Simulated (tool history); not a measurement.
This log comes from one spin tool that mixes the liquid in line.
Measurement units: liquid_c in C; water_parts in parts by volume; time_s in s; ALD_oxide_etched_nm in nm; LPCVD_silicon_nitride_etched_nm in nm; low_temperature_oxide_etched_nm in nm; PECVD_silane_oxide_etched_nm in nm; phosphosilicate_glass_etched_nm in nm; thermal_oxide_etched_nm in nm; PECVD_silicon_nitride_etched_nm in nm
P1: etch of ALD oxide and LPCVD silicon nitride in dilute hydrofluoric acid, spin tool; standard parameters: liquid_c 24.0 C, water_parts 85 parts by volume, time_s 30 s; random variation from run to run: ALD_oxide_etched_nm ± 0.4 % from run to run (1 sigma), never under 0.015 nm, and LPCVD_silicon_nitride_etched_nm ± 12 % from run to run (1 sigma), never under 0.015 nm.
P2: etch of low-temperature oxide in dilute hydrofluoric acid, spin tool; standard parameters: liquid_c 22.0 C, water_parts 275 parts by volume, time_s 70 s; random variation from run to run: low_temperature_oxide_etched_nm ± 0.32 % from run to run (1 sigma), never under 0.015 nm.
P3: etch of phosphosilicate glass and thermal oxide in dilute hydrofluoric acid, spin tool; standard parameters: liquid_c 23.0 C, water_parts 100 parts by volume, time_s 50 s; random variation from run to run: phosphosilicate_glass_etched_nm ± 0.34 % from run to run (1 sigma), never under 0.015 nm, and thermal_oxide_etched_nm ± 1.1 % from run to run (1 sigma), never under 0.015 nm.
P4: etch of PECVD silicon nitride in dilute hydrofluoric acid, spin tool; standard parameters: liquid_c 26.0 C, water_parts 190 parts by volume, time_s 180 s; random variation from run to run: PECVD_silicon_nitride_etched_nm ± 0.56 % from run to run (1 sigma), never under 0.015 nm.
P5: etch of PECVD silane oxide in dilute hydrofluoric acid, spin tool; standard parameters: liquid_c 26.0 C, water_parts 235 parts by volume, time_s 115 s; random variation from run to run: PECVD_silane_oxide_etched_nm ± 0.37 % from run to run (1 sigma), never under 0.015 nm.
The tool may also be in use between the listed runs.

| run | hour | process | liquid_c | water_parts | time_s | hours since the thermometer was replaced | hours since the hydrofluoric acid flow meter was replaced | ALD_oxide_etched_nm | LPCVD_silicon_nitride_etched_nm | low_temperature_oxide_etched_nm | PECVD_silane_oxide_etched_nm | phosphosilicate_glass_etched_nm | thermal_oxide_etched_nm | PECVD_silicon_nitride_etched_nm |
|---|---|---|---|---|---|---|---|---|---|---|---|---|---|---|
| 1 | 7.1 | P1 | 24.0 | 85 | 30 | 852.6 | 982.4 | 5.0825 | 0.24213 |  |  |  |  |  |
| 2 | 18.8 | P1 | 24.0 | 85 | 30 | 864.3 | 994.1 | 5.1231 | 0.21140 |  |  |  |  |  |
| 3 | 29.0 | P2 | 22.0 | 165 | 70 | 874.5 | 1004.3 |  |  | 12.3930 |  |  |  |  |
| 4 | 38.0 | P5 | 26.0 | 70 | 115 | 883.5 | 1013.3 |  |  |  | 27.8410 |  |  |  |
| 5 | 43.7 | P1 | 24.0 | 85 | 30 | 889.2 | 1019.0 | 5.1297 | 0.21245 |  |  |  |  |  |
| 6 | 55.5 | P3 | 30.0 | 100 | 50 | 901.0 | 1030.8 |  |  |  |  | 42.234 | 2.8655 |  |
| 7 | 61.8 | P4 | 26.0 | 190 | 270 | 907.3 | 1037.1 |  |  |  |  |  |  | 7.0275 |
| 8 | 70.7 | P2 | 17.0 | 275 | 70 | 916.2 | 1046.0 |  |  | 5.5463 |  |  |  |  |
| 9 | 82.4 | P1 | 24.0 | 85 | 30 | 927.9 | 1057.7 | 5.0948 | 0.17821 |  |  |  |  |  |
| 10 | 89.0 | P4 | 26.0 | 190 | 180 | 934.5 | 1064.3 |  |  |  |  |  |  | 4.6922 |
| 11 | 95.5 | P4 | 17.5 | 190 | 180 | 941.0 | 1070.8 |  |  |  |  |  |  | 2.7168 |
| 12 | 105.4 | P5 | 18.0 | 235 | 115 | 950.9 | 1080.7 |  |  |  | 5.0637 |  |  |  |
| 13 | 112.2 | P1 | 24.0 | 145 | 30 | 957.7 | 1087.5 | 2.7812 | 0.10734 |  |  |  |  |  |
| 14 | 122.2 | P4 | 26.0 | 190 | 180 | 967.7 | 1097.5 |  |  |  |  |  |  | 4.7107 |
| 15 | 129.1 | P1 | 24.0 | 85 | 30 | 974.6 | 1104.4 | 5.0673 | 0.15829 |  |  |  |  |  |
| 16 | 139.0 | P3 | 23.0 | 100 | 80 | 984.5 | 1114.3 |  |  |  |  | 51.516 | 3.3408 |  |
| 17 | 147.4 | P1 | 24.0 | 85 | 30 | 992.9 | 1122.7 | 5.1058 | 0.16134 |  |  |  |  |  |
| 18 | 153.0 | P1 | 24.0 | 85 | 30 | 998.5 | 1128.3 | 5.0944 | 0.14226 |  |  |  |  |  |
| 19 | 162.9 | P2 | 22.0 | 275 | 70 | 1008.4 | 1138.2 |  |  | 6.6783 |  |  |  |  |
| 20 | 168.7 | P3 | 23.0 | 100 | 50 | 1014.2 | 1144.0 |  |  |  |  | 32.256 | 2.0890 |  |
| 21 | 174.5 | P2 | 22.0 | 275 | 15 | 1020.0 | 1149.8 |  |  | 1.4326 |  |  |  |  |

Predict the results of run 22:
|  | 176.1 | thermometer replaced |
| 22 | 184.7 | P3 | 23.0 | 170 | 50 | 8.7 | 1160.0 |  |  |  |  | ? | ? |  |

{"run 22": {"phosphosilicate_glass_etched_nm": 17.596, "thermal_oxide_etched_nm": 1.1271}}
